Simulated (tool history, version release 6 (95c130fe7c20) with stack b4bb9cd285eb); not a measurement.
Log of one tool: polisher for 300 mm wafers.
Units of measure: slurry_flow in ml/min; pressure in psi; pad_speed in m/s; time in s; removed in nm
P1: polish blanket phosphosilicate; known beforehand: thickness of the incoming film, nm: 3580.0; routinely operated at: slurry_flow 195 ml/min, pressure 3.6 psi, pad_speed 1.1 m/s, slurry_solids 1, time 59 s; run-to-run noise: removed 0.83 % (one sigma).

run,hour,slurry_flow,pressure,pad_speed,slurry_solids,time,removed
1,10.1,195,3.6,1.1,1,59,733.82
2,18.3,195,3.6,1.1,1,59,745.65
3,29,195,3.6,1.66,1,59,1021.4
# hour 37.9: head pressure recalibrated
4,38.2,195,3.6,1.1,1,59,727.75
5,49.1,195,5.5,1.1,1,59,1123.7
6,56.3,195,3.6,1.1,1.5,59,862.14
7,67.7,195,3.6,1.1,1,85,1074.8
8,76.6,195,3.6,1.1,1,59,726.34
9,84.2,195,3.6,0.74,1,59,529.85
10,91.9,195,1.9,1.1,1,59,392.98
11,100.2,195,3.6,1.1,1,59,736.9
# hour 105.9: conditioning disc replaced and pad reconditioned
12,111.7,195,3.6,1.1,1,32,397.1
13,120,195,3.6,1.1,0.5,59,502
14,125.7,275,3.6,1.1,1,77,980.27
15,134.4,115,3.6,1.1,1,59,674.01
16,140.6,305,3.6,1.1,1,59,767.09
17,149.6,195,3.6,1.1,1,59,735.09
18,158.3,195,3.6,1.1,1,59,705.39
19,164.4,195,3.6,1.1,1,59,690.58
20,170.4,195,3.6,1.1,1,59,667.54
21,180.6,195,3.6,1.1,1,59,660.9
# hour 182.6: slurry nozzle cleaned
# hour 184.2: conditioning disc replaced and pad reconditioned
# hour 185.2: head pressure recalibrated
22,190.5,195,3.6,1.1,1,59,644.59
23,197.3,195,3.6,1.1,1,59,639.75
24,205.5,195,3.6,1.1,1,59,647.82
25,215.4,195,3.6,1.1,1,59,639.89
26,221.2,195,3.6,1.1,1,59,638.02
27,226.5,195,3.6,1.1,1,59,635.35

What P1 gives has crept off from where it sat before. The 2 causes that follow fit the log equally well, each at the size noted:
A: abrasive missing from the slurry, % = 23.9
B: removal rate lost through wear of the pad, % = 12.5
Onset of the creep was near hour 149.6.
Ruled out, with reasons:
slurry flow missing at the pad, %: maintenance at hour 182.6, after the shift began, did not return the process to its former output
head's pressure below its setpoint, %: maintenance at hour 185.2, after the shift began, did not return the process to its former output
time polished since the conditioner stopped cutting, s: maintenance at hour 184.2, after the shift began, did not return the process to its former output

Which of the check runs below tells the causes apart, meaning the causes would give it clearly different results? Each run uses 2 wafers whose results are averaged, and each result is shown as a question mark.
check 1,231.8,195,3.6,1.1,0.5,59,?
check 2,231.8,280,2,1.1,1,59,?
check 3,231.8,280,5.5,1.1,1,59,?
check 4,231.8,115,3.6,1.66,1,59,?

If the cause were each of the candidates in turn, the checks would give the following:
check,result,if A,if B
check 1,removed,420.57,440.23
check 2,removed,370.85,370.82
check 3,removed,1019.8,1019.7
check 4,removed,811.62,811.54
How far apart the two closest causes lie, in the result that separates them most: check 1 4.57 %; check 2 0.01 %; check 3 0.01 %; check 4 0.01 %
The other checks would show nearly matching results whichever cause is true, so check 1 is the only one that separates the causes.

With check 1 done, the readings were: removed 419.66 nm. Identify which of the listed causes applies.

A is the cause: abrasive missing from the slurry, %.
